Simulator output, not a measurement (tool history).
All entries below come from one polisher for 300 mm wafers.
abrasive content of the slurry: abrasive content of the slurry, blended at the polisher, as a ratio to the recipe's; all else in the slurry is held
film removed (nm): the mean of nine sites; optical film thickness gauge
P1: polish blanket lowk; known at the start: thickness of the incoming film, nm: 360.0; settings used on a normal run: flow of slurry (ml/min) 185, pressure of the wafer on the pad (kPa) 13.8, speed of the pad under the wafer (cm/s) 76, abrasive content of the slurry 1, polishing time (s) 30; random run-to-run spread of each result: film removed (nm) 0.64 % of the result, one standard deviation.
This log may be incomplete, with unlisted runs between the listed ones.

run,hour,flow of slurry (ml/min),pressure of the wafer on the pad (kPa),speed of the pad under the wafer (cm/s),abrasive content of the slurry,polishing time (s),wafers polished on this pad,hours since the slurry nozzle was cleaned,hours since the head pressure was calibrated,hours since the slurry blender was calibrated,hours since the conditioning disc was replaced,film removed (nm)
1,2.5,185,13.8,76,1,30,887,158.2,460,81.5,56.5,10.817
2,6,185,13.8,76,0.65,30,935,161.7,463.5,85,60,8.6903
# hour 7.4: conditioning disc replaced and pad reconditioned
3,9.9,185,20.7,76,0.65,30,988,165.6,467.4,88.9,2.6,12.862
4,12.4,140,13.8,42,1,30,1022,168.1,469.9,91.4,5.1,6.3484
5,15,185,13.8,76,1.4,30,1058,170.7,472.5,94,7.7,12.383
# hour 15.3: worn pad replaced by a new one
6,17.5,280,13.8,76,1,30,30,173.2,475,96.5,10.2,11.251
7,20.3,185,13.8,42,1,30,68,176,477.8,99.3,13,6.6522
8,24.3,185,13.8,76,1,30,123,180,481.8,103.3,17,10.79
9,26.9,185,13.8,116,1,30,158,182.6,484.4,105.9,19.6,15.026
10,28.7,185,13.8,76,1,30,183,184.4,486.2,107.7,21.4,10.709
11,32.7,185,13.8,76,1,39,237,188.4,490.2,111.7,25.4,14.016
12,35.1,110,13.8,76,1,43,270,190.8,492.6,114.1,27.8,13.814
13,37.3,185,21.4,76,1,30,300,193,494.8,116.3,30,16.471
# hour 39: head pressure recalibrated
14,40,185,13.8,76,1,30,337,195.7,1.1,119,32.7,10.798
15,42.3,185,6.9,76,1,30,368,198,3.4,121.3,35,5.4503
16,45.9,185,13.8,76,1,22,418,201.6,7,124.9,38.6,7.9095
17,47.9,185,13.8,76,1,30,445,203.6,9,126.9,40.6,10.543
# hour 49.3: slurry blender recalibrated
18,51.3,110,13.8,76,1,30,491,207,12.4,2,44,9.7978
19,53.1,185,13.8,76,1,30,516,208.8,14.2,3.8,45.8,10.745
20,56.3,185,13.8,76,1,30,560,212,17.4,7,49,10.714
21,59.4,185,13.8,76,1,30,602,215.1,20.5,10.1,52.1,10.704
22,62.6,185,13.8,76,1,30,646,218.3,23.7,13.3,55.3,10.491
23,66.5,185,13.8,76,1,30,699,222.2,27.6,17.2,59.2,10.308
24,68.7,185,13.8,76,1,30,729,224.4,29.8,19.4,61.4,10.273
25,71.7,185,13.8,76,1,30,770,227.4,32.8,22.4,64.4,10.101
26,74.9,185,13.8,76,1,30,813,230.6,36,25.6,67.6,10.101
# hour 75.3: worn pad replaced by a new one
27,77.6,185,13.8,76,1,30,32,233.3,38.7,28.3,70.3,10.061
# hour 78.2: slurry blender recalibrated
# hour 80: conditioning disc replaced and pad reconditioned
28,81.8,185,13.8,76,1,30,89,237.5,42.9,3.6,1.8,9.8734
29,84.2,185,13.8,76,1,30,122,239.9,45.3,6,4.2,10.019
30,88.1,185,13.8,76,1,30,175,243.8,49.2,9.9,8.1,9.8484
31,90.5,185,13.8,76,1,30,208,246.2,51.6,12.3,10.5,9.9738
32,93.9,185,13.8,76,1,30,254,249.6,55,15.7,13.9,9.8321

Something has made what P1 gives creep away from where it was; the 2 causes below, each at its own stated size, fit the log equally well:
A: slurry flow missing at the pad, % = 37.1
B: head's pressure below its setpoint, % = 7.88
The gradual shift began around hour 59.4.
Every other cause this tool's parts could produce, and why it does not fit the log:
removal rate lost through wear of the pad, %: was serviced at hour 75.3, once the creep was under way, yet the earlier output never came back
abrasive missing from the slurry, %: was serviced at hour 78.2, once the creep was under way, yet the earlier output never came back
time polished since the conditioner stopped cutting, s: was serviced at hour 80, once the creep was under way, yet the earlier output never came back

Which of the check runs below tells the causes apart, meaning the causes would give it clearly different results? Each run uses 5 wafers whose results are averaged, and each result is shown as a question mark.
check 1,97.3,185,13.8,110,1.2,30,,,,,,?
check 2,97.3,185,13.8,112,1,30,,,,,,?
check 3,97.3,275,13.8,76,1,30,,,,,,?
check 4,97.3,185,7.6,76,1,30,,,,,,?

Check results expected under each cause:
check,result,if A,if B
check 1,film removed (nm),14.379,14.377
check 2,film removed (nm),13.483,13.481
check 3,film removed (nm),10.626,10.359
check 4,film removed (nm),5.4377,5.4371
How far apart the two closest causes lie, in the result that separates them most: check 1 0.01 %; check 2 0.01 %; check 3 2.55 %; check 4 0.01 %
Check 3 distinguishes between the causes, while the remaining checks would return nearly the same result for all of them.

The results of check 3 are: film removed (nm) 10.64. Based on these, which of the listed causes is it?

It was cause A: slurry flow missing at the pad, %.
